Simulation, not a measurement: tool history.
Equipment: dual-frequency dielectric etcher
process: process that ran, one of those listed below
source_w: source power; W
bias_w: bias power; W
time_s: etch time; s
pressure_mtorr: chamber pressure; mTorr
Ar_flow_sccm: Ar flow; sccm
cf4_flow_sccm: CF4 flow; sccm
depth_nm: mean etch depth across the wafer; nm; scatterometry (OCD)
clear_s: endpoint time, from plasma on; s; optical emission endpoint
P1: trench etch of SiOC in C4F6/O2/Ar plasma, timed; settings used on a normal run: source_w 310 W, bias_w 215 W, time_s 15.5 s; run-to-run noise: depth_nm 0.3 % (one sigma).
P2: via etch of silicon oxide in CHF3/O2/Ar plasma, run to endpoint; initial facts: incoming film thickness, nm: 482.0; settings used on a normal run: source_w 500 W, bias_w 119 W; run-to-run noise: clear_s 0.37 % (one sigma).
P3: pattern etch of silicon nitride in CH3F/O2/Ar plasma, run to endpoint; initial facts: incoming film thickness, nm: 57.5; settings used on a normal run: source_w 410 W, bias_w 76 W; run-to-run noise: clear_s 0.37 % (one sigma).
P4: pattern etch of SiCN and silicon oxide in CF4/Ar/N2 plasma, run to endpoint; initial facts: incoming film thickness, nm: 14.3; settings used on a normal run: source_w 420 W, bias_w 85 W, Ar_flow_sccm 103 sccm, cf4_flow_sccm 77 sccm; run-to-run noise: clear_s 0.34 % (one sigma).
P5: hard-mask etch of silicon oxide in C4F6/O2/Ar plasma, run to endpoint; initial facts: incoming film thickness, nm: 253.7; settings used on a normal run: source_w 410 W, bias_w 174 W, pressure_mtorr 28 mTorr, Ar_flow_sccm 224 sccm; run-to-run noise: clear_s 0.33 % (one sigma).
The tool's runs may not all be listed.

run   hour  process  source_w  bias_w  time_s  pressure_mtorr  Ar_flow_sccm  cf4_flow_sccm  hours since the last wet clean  hours since the last source power generator calibration  hours since the last bias power generator calibration  depth_nm  clear_s
  1    6.7       P1       310     215    15.5                                                                        107.2                                                    402.9                                                  254.2     31.88
  2   18.3       P1       310     139    22.5                                                                        118.8                                                    414.5                                                  265.8    40.276
  3   30.2       P5       300     174                      28           224                                          130.7                                                    426.4                                                  277.7              88.69
  4   37.3       P1       380     275    15.5                                                                        137.8                                                    433.5                                                  284.8    37.432
  5     48       P2       500     119                                                                                148.5                                                    444.2                                                  295.5             296.09
  6   59.9       P1       390     215    15.5                                                                        160.4                                                    456.1                                                  307.4    34.982
  7     68       P5       410     236                      28           224                                          168.5                                                    464.2                                                  315.5             71.362
  8   77.2       P5       410     174                      38           224                                          177.7                                                    473.4                                                  324.7             81.109
  9   82.7       P4       500      85                                   103             77                           183.2                                                    478.9                                                  330.2             14.561
 10   89.4       P2       690     119                                                                                189.9                                                    485.6                                                  336.9             261.74
 11   96.8       P4       420      85                                   103             77                           197.3                                                      493                                                  344.3             17.013
 12  106.4       P5       410     174                      28           136                                          206.9                                                    502.6                                                  353.9             74.568
 13  114.4       P4       420      85                                   134             77                           214.9                                                    510.6                                                  361.9             17.593
 14  124.3       P1       380     215      10                                                                        224.8                                                    520.5                                                  371.8    22.162
 15  130.6       P1       310     149    15.5                                                                        231.1                                                    526.8                                                  378.1    28.354
 16  137.3       P1       310     261    15.5                                                                        237.8                                                    533.5                                                  384.8    34.164
 17  143.9       P1       310     215    15.5                                                                        244.4                                                    540.1                                                  391.4    32.002
 18  153.2       P3       280      76                                                                                253.7                                                    549.4                                                  400.7             92.797
 19  163.5       P1       230     215    15.5                                                                          264                                                    559.7                                                    411    28.605
 20  174.4       P4       420      85                                   103             54                           274.9                                                    570.6                                                  421.9             17.895

Estimate the outcome of run 21 from the log above:
 21   187       P5       410     174                      28           224                                          287.5                                                    583.2                                                  434.5                  ?

Run 21 yielded clear_s 78.625 s.
